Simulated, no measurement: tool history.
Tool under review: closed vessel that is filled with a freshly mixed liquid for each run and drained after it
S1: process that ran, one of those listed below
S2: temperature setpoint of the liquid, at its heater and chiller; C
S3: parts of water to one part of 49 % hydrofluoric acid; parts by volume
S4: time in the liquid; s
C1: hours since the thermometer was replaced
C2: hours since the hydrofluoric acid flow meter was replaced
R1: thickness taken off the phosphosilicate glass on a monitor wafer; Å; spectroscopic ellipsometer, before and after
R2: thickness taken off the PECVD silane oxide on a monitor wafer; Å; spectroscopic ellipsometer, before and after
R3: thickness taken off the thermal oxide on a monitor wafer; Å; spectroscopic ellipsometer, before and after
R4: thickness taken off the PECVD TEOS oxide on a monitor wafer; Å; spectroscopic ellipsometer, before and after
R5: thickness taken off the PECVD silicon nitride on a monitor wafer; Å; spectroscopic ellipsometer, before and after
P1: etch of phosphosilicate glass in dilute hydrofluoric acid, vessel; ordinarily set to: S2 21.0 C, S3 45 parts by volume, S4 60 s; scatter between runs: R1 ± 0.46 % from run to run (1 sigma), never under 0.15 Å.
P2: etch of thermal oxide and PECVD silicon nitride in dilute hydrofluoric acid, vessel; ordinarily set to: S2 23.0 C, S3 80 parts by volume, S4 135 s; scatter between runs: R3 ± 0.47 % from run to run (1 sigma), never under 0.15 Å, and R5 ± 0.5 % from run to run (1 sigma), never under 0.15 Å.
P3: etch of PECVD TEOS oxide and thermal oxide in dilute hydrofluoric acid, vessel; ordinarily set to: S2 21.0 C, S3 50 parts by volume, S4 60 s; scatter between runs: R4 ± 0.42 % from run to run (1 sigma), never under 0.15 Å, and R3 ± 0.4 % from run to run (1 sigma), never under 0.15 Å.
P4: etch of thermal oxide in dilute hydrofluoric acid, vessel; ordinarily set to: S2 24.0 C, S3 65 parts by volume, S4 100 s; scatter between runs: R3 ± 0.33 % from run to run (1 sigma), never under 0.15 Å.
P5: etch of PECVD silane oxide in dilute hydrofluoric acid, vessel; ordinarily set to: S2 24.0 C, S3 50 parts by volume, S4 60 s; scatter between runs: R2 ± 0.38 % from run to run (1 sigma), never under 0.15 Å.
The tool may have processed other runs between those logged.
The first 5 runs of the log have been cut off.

run,hour,S1,S2,S3,S4,C1,C2,R1,R2,R3,R4,R5
6,18.8,P4,24.0,65,180,369.2,674.2,,,136.090,,
7,20.9,P3,21.0,50,30,371.3,676.3,,,26.085,102.90,
8,23.1,P3,21.0,50,60,373.5,678.5,,,51.592,206.32,
9,26.1,P4,24.0,100,100,376.5,681.5,,,46.801,,
10,28.1,P2,23.0,50,135,378.5,683.5,,,137.910,,141.760
11,32.1,P1,21.0,45,60,382.5,687.5,2154.1,,,,
12,34.1,P2,23.0,80,135,384.5,689.5,,,83.679,,89.442
13,36.5,P1,29.0,45,60,386.9,691.9,2999.9,,,,
14,40.6,P2,23.0,80,135,391.0,696.0,,,83.274,,89.572
15,43.5,P1,21.0,45,60,393.9,698.9,2164.8,,,,
16,46.6,P4,28.5,65,100,397.0,702.0,,,90.245,,
17,51.3,P2,17.0,80,135,401.7,706.7,,,65.090,,59.282
18,54.2,P1,21.0,45,60,404.6,709.6,2162.0,,,,
19,57.9,P1,17.0,45,60,408.3,713.3,1810.6,,,,
20,61.2,P5,31.0,50,60,411.6,716.6,,598.77,,,
21,63.3,P4,24.0,65,100,413.7,718.7,,,76.038,,
22,66.1,P1,21.0,45,30,416.5,721.5,1075.3,,,,

Expected results for the next run?
23,69.4,P5,24.0,75,60,419.8,724.8,,?,,,

R2: 289.95 Å

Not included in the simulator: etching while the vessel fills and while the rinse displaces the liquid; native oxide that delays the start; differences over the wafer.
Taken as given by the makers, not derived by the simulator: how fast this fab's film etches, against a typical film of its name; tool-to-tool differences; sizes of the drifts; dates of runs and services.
